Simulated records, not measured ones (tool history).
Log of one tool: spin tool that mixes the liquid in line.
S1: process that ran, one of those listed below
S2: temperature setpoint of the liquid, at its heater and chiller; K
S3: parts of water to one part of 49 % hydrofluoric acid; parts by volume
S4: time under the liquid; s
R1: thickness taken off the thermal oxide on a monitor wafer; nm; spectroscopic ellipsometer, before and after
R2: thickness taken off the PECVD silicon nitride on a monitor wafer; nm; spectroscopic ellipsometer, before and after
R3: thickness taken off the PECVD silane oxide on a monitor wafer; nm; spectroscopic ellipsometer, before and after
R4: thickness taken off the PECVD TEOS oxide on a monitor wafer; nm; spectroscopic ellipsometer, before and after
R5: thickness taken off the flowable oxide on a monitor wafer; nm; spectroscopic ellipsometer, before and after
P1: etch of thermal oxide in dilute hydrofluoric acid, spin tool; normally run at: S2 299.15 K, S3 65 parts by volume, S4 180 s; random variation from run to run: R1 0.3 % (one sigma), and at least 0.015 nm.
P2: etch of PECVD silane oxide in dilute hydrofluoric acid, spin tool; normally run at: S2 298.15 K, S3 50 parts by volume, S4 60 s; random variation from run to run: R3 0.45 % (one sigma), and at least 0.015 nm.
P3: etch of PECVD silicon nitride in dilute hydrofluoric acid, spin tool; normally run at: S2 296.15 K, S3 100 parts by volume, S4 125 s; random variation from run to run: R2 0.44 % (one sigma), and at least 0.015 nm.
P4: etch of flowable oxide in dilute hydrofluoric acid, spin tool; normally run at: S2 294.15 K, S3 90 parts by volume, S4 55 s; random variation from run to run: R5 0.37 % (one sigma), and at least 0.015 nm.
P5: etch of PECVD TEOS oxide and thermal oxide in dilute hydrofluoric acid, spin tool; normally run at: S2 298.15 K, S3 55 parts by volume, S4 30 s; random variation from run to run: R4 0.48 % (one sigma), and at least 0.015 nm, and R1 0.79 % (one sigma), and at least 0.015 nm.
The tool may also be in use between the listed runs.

Run 1, day 0.104: S1 P1, S2 299.15 K, S3 65 parts by volume, S4 180 s. Result: R1 14.4050 nm.
Run 2, day 0.262: S1 P1, S2 299.15 K, S3 65 parts by volume, S4 180 s. Result: R1 14.3550 nm.
Run 3, day 0.350: S1 P1, S2 299.15 K, S3 65 parts by volume, S4 180 s. Result: R1 14.3320 nm.
Run 4, day 0.504: S1 P3, S2 296.15 K, S3 100 parts by volume, S4 235 s. Result: R2 8.8796 nm.
Run 5, day 0.629: S1 P2, S2 291.15 K, S3 50 parts by volume, S4 60 s. Result: R3 15.1170 nm.
Run 6, day 0.762: S1 P5, S2 298.15 K, S3 100 parts by volume, S4 30 s. Result: R1 1.4438 nm, R4 5.6994 nm.
Run 7, day 0.950: S1 P3, S2 296.15 K, S3 45 parts by volume, S4 125 s. Result: R2 10.3000 nm.
Run 8, day 1.112: S1 P5, S2 298.15 K, S3 55 parts by volume, S4 30 s. Result: R1 2.7304 nm, R4 10.9170 nm.
Run 9, day 1.262: S1 P1, S2 299.15 K, S3 65 parts by volume, S4 180 s. Result: R1 14.3730 nm.
Run 10, day 1.367: S1 P5, S2 298.15 K, S3 55 parts by volume, S4 15 s. Result: R1 1.3810 nm, R4 5.4163 nm.
Run 11, day 1.546: S1 P1, S2 306.65 K, S3 85 parts by volume, S4 180 s. Result: R1 14.2070 nm.
Run 12, day 1.671: S1 P1, S2 295.65 K, S3 45 parts by volume, S4 180 s. Result: R1 18.4220 nm.
Run 13, day 1.800: S1 P1, S2 307.15 K, S3 65 parts by volume, S4 180 s. Result: R1 19.5350 nm.
Run 14, day 1.892: S1 P3, S2 296.15 K, S3 100 parts by volume, S4 125 s. Result: R2 4.6925 nm.
Run 15, day 1.975: S1 P1, S2 299.15 K, S3 105 parts by volume, S4 180 s. Result: R1 8.4281 nm.
Run 16, day 2.162: S1 P1, S2 299.15 K, S3 20 parts by volume, S4 180 s. Result: R1 49.5430 nm.
Run 17, day 2.267: S1 P4, S2 294.15 K, S3 90 parts by volume, S4 55 s. Result: R5 11.2650 nm.
Run 18, day 2.446: S1 P4, S2 290.15 K, S3 90 parts by volume, S4 55 s. Result: R5 9.5167 nm.
Run 19, day 2.562: S1 P1, S2 295.15 K, S3 65 parts by volume, S4 180 s. Result: R1 12.0680 nm.
Run 20, day 2.708: S1 P1, S2 299.15 K, S3 65 parts by volume, S4 180 s. Result: R1 14.3210 nm.
Run 21, day 2.867: S1 P1, S2 299.15 K, S3 65 parts by volume, S4 290 s. Result: R1 23.0040 nm.
Run 22, day 3.058: S1 P2, S2 298.15 K, S3 90 parts by volume, S4 60 s. Result: R3 10.8530 nm.
Run 23, day 3.150: S1 P1, S2 299.15 K, S3 40 parts by volume, S4 65 s. Result: R1 8.7179 nm.
Run 24, day 3.317: S1 P4, S2 294.15 K, S3 150 parts by volume, S4 55 s. Result: R5 6.3045 nm.
Run 25, day 3.429: S1 P2, S2 298.15 K, S3 50 parts by volume, S4 15 s. Result: R3 5.1065 nm.
Run 26, day 3.554: S1 P2, S2 298.15 K, S3 50 parts by volume, S4 60 s. Result: R3 20.2300 nm.
Run 27, day 3.654: S1 P1, S2 299.15 K, S3 65 parts by volume, S4 15 s. Result: R1 1.2203 nm.
Run 28, day 3.779: S1 P4, S2 294.15 K, S3 90 parts by volume, S4 55 s. Result: R5 11.2460 nm.
Run 29, day 3.938: S1 P3, S2 302.15 K, S3 100 parts by volume, S4 125 s. Result: R2 6.9173 nm.
Run 30, day 4.050: S1 P5, S2 304.15 K, S3 55 parts by volume, S4 30 s. Result: R1 3.5342 nm, R4 13.9820 nm.
Run 31, day 4.238: S1 P4, S2 294.15 K, S3 90 parts by volume, S4 15 s. Result: R5 3.0792 nm.
Run 32, day 4.338: S1 P1, S2 299.15 K, S3 65 parts by volume, S4 180 s. Result: R1 14.3830 nm.
Run 33, day 4.446: S1 P1, S2 299.15 K, S3 65 parts by volume, S4 180 s. Result: R1 14.8980 nm.
Run 34, day 4.629: S1 P1, S2 299.15 K, S3 65 parts by volume, S4 180 s. Result: R1 15.4290 nm.
Run 35, day 4.754: S1 P1, S2 299.15 K, S3 65 parts by volume, S4 180 s. Result: R1 15.5530 nm.
Run 36, day 4.879: S1 P1, S2 299.15 K, S3 65 parts by volume, S4 180 s. Result: R1 15.7100 nm.
Run 37, day 5.033: S1 P1, S2 299.15 K, S3 65 parts by volume, S4 180 s. Result: R1 15.7260 nm.
Run 38, day 5.138: S1 P1, S2 299.15 K, S3 65 parts by volume, S4 180 s. Result: R1 15.7020 nm.

What P1 gives has crept away from where it was. These 2 causes fit the log equally well, each at the size given:
A: hydrofluoric acid flow above the setpoint (%) = 9.03
B: liquid hotter than its thermometer reads (K) = 2.37
The creep began at about day 4.338.

4 check runs are offered, one wafer each, their results left as question marks. Which one tells the causes apart?
Run check 1, day 5.242: S1 P4, S2 294.15 K, S3 90 parts by volume, S4 55 s. Result: R5 ?.
Run check 2, day 5.242: S1 P2, S2 298.15 K, S3 50 parts by volume, S4 60 s. Result: R3 ?.
Run check 3, day 5.242: S1 P5, S2 298.15 K, S3 55 parts by volume, S4 30 s. Result: R1 ?, R4 ?.
Run check 4, day 5.242: S1 P3, S2 296.15 K, S3 100 parts by volume, S4 125 s. Result: R2 ?.

What each check would give under each cause:
  check  result     if A     if B
check 1      R5  12.3620  12.3740
check 2      R3  22.4450  22.5300
check 3      R1   3.0445   3.0528
check 3      R4  11.9890  12.0220
check 4      R2   5.1513   5.5298
How far apart the two closest causes lie, in the result that separates them most: check 1 0.1 %; check 2 0.38 %; check 3 0.27 %; check 4 7.09 %
Check 4 tells the causes apart: in the others they would give nearly the same result.

Then check 4 was run and gave: R2 5.5483 nm. Which cause is it?

It is B: liquid hotter than its thermometer reads (K).

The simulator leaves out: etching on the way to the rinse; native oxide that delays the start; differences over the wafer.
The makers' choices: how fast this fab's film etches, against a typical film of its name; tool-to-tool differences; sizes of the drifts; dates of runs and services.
